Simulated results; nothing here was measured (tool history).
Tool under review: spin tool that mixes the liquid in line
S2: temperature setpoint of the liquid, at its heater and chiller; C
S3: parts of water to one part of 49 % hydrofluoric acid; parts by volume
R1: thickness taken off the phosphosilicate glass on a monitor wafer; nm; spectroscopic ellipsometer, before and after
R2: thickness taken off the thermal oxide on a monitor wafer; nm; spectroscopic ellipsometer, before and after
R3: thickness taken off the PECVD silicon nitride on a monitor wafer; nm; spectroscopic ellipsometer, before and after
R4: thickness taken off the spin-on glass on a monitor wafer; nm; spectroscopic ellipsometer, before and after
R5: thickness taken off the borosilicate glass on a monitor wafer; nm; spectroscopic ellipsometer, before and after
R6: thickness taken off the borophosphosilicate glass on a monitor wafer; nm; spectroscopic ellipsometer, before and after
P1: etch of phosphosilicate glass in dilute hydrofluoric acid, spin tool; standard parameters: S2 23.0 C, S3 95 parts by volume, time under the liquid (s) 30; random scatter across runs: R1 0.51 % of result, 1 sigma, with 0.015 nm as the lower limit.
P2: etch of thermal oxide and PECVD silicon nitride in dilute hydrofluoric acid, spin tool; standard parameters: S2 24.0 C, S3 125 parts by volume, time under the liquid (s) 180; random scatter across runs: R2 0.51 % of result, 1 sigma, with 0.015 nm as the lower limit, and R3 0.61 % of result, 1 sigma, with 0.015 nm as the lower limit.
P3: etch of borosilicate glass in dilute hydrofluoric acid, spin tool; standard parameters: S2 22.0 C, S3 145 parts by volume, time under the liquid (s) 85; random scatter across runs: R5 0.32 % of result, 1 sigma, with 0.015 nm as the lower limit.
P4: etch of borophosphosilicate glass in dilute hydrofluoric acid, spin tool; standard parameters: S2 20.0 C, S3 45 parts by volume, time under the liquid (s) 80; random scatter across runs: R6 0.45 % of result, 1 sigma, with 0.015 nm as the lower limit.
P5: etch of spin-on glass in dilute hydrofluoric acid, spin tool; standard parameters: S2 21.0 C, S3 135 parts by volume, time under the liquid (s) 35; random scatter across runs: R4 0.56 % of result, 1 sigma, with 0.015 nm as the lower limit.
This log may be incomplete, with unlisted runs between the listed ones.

run 1 hour=8.0 | process_that_ran=P1 S2=23.0 S3=95 time_under_the_liquid_(s)=30 | R1=18.2600
run 2 hour=16.3 | process_that_ran=P2 S2=24.0 S3=125 time_under_the_liquid_(s)=180 | R2=6.4137 R3=5.4727
run 3 hour=23.8 | process_that_ran=P5 S2=21.0 S3=55 time_under_the_liquid_(s)=35 | R4=21.7800
run 4 hour=32.3 | process_that_ran=P3 S2=22.0 S3=145 time_under_the_liquid_(s)=85 | R5=21.161
run 5 hour=38.4 | process_that_ran=P1 S2=23.0 S3=95 time_under_the_liquid_(s)=45 | R1=27.2200
run 6 hour=44.7 | process_that_ran=P4 S2=17.0 S3=45 time_under_the_liquid_(s)=80 | R6=52.091
run 7 hour=49.6 | process_that_ran=P3 S2=22.0 S3=145 time_under_the_liquid_(s)=50 | R5=12.534
run 8 hour=58.0 | process_that_ran=P1 S2=28.5 S3=95 time_under_the_liquid_(s)=60 | R1=45.2620
run 9 hour=63.8 | process_that_ran=P1 S2=17.5 S3=95 time_under_the_liquid_(s)=30 | R1=14.4180
run 10 hour=72.9 | process_that_ran=P1 S2=23.0 S3=95 time_under_the_liquid_(s)=30 | R1=18.2040
run 11 hour=79.1 | process_that_ran=P1 S2=31.0 S3=95 time_under_the_liquid_(s)=30 | R1=24.9160
run 12 hour=85.1 | process_that_ran=P2 S2=17.0 S3=125 time_under_the_liquid_(s)=180 | R2=4.8614 R3=3.4049
-- hour=88.4 hydrofluoric acid flow meter replaced
run 13 hour=91.6 | process_that_ran=P1 S2=23.0 S3=95 time_under_the_liquid_(s)=30 | R1=18.2280
run 14 hour=97.1 | process_that_ran=P1 S2=23.0 S3=170 time_under_the_liquid_(s)=30 | R1=9.3341
run 15 hour=105.0 | process_that_ran=P5 S2=21.0 S3=135 time_under_the_liquid_(s)=35 | R4=8.0465
run 16 hour=111.9 | process_that_ran=P4 S2=20.0 S3=45 time_under_the_liquid_(s)=80 | R6=58.737
run 17 hour=120.3 | process_that_ran=P5 S2=21.0 S3=135 time_under_the_liquid_(s)=60 | R4=13.8580
run 18 hour=128.0 | process_that_ran=P2 S2=24.0 S3=220 time_under_the_liquid_(s)=180 | R2=3.2378 R3=3.1032
run 19 hour=133.9 | process_that_ran=P5 S2=17.0 S3=135 time_under_the_liquid_(s)=35 | R4=6.9005
run 20 hour=138.5 | process_that_ran=P4 S2=20.0 S3=65 time_under_the_liquid_(s)=80 | R6=39.705
run 21 hour=143.1 | process_that_ran=P1 S2=23.0 S3=95 time_under_the_liquid_(s)=15 | R1=9.0422
run 22 hour=152.2 | process_that_ran=P1 S2=23.0 S3=25 time_under_the_liquid_(s)=30 | R1=75.5170
run 23 hour=157.8 | process_that_ran=P5 S2=21.0 S3=135 time_under_the_liquid_(s)=35 | R4=8.1676
run 24 hour=164.7 | process_that_ran=P3 S2=22.0 S3=205 time_under_the_liquid_(s)=85 | R5=14.081
run 25 hour=173.5 | process_that_ran=P3 S2=30.0 S3=145 time_under_the_liquid_(s)=85 | R5=28.638
run 26 hour=182.4 | process_that_ran=P2 S2=24.0 S3=125 time_under_the_liquid_(s)=15 | R2=0.5323 R3=0.4612
run 27 hour=189.0 | process_that_ran=P4 S2=20.0 S3=45 time_under_the_liquid_(s)=120 | R6=88.810
run 28 hour=198.5 | process_that_ran=P1 S2=23.0 S3=95 time_under_the_liquid_(s)=30 | R1=18.2910
run 29 hour=206.6 | process_that_ran=P1 S2=23.0 S3=95 time_under_the_liquid_(s)=30 | R1=18.2880
run 30 hour=215.6 | process_that_ran=P1 S2=23.0 S3=95 time_under_the_liquid_(s)=30 | R1=17.5810
run 31 hour=222.9 | process_that_ran=P1 S2=23.0 S3=95 time_under_the_liquid_(s)=30 | R1=17.3460
run 32 hour=227.7 | process_that_ran=P1 S2=23.0 S3=95 time_under_the_liquid_(s)=30 | R1=17.3260
run 33 hour=237.3 | process_that_ran=P1 S2=23.0 S3=95 time_under_the_liquid_(s)=30 | R1=17.2770
run 34 hour=242.6 | process_that_ran=P1 S2=23.0 S3=95 time_under_the_liquid_(s)=30 | R1=16.8970
run 35 hour=250.4 | process_that_ran=P1 S2=23.0 S3=95 time_under_the_liquid_(s)=30 | R1=16.8940
run 36 hour=257.2 | process_that_ran=P1 S2=23.0 S3=95 time_under_the_liquid_(s)=30 | R1=17.0610
run 37 hour=266.0 | process_that_ran=P1 S2=23.0 S3=95 time_under_the_liquid_(s)=30 | R1=16.9000
run 38 hour=272.3 | process_that_ran=P1 S2=23.0 S3=95 time_under_the_liquid_(s)=30 | R1=16.9620

P1 no longer gives what it gave before; its output has crept away from where it was. The following 2 causes, each at its listed size, fit the log equally well:
A: hydrofluoric acid flow below the setpoint (%) = 5.98
B: liquid colder than its thermometer reads (K) = 1.71
Onset of the creep was near hour 206.6.

Question marks stand in for the results of the 4 check runs listed below, each run on one wafer. Under which run would the listed causes show clearly different results?
run check 1 hour=278.6 | process_that_ran=P2 S2=24.0 S3=125 time_under_the_liquid_(s)=180 | R2=? R3=?
run check 2 hour=278.6 | process_that_ran=P3 S2=22.0 S3=145 time_under_the_liquid_(s)=85 | R5=?
run check 3 hour=278.6 | process_that_ran=P5 S2=21.0 S3=135 time_under_the_liquid_(s)=35 | R4=?
run check 4 hour=278.6 | process_that_ran=P4 S2=20.0 S3=45 time_under_the_liquid_(s)=80 | R6=?

If the cause were each of the candidates in turn, the checks would give the following:
check=check_1 result=R2 if_A=5.9294 if_B=5.9528
check=check_1 result=R3 if_A=5.1060 if_B=4.8505
check=check_2 result=R5 if_A=19.742 if_B=19.825
check=check_3 result=R4 if_A=7.5522 if_B=7.5702
check=check_4 result=R6 if_A=55.264 if_B=54.806
Per check, the gap between the least separated pair of causes, taken in the result that splits them most: check 1 5.13 %; check 2 0.42 %; check 3 0.24 %; check 4 0.83 %
Only in check 1 would the causes give clearly different results; in the remaining checks their results would be nearly the same.

Running check 1 produced the following: R2 5.9015 nm; R3 5.1544 nm. Which one of the listed causes fits?

It was cause A: hydrofluoric acid flow below the setpoint (%).
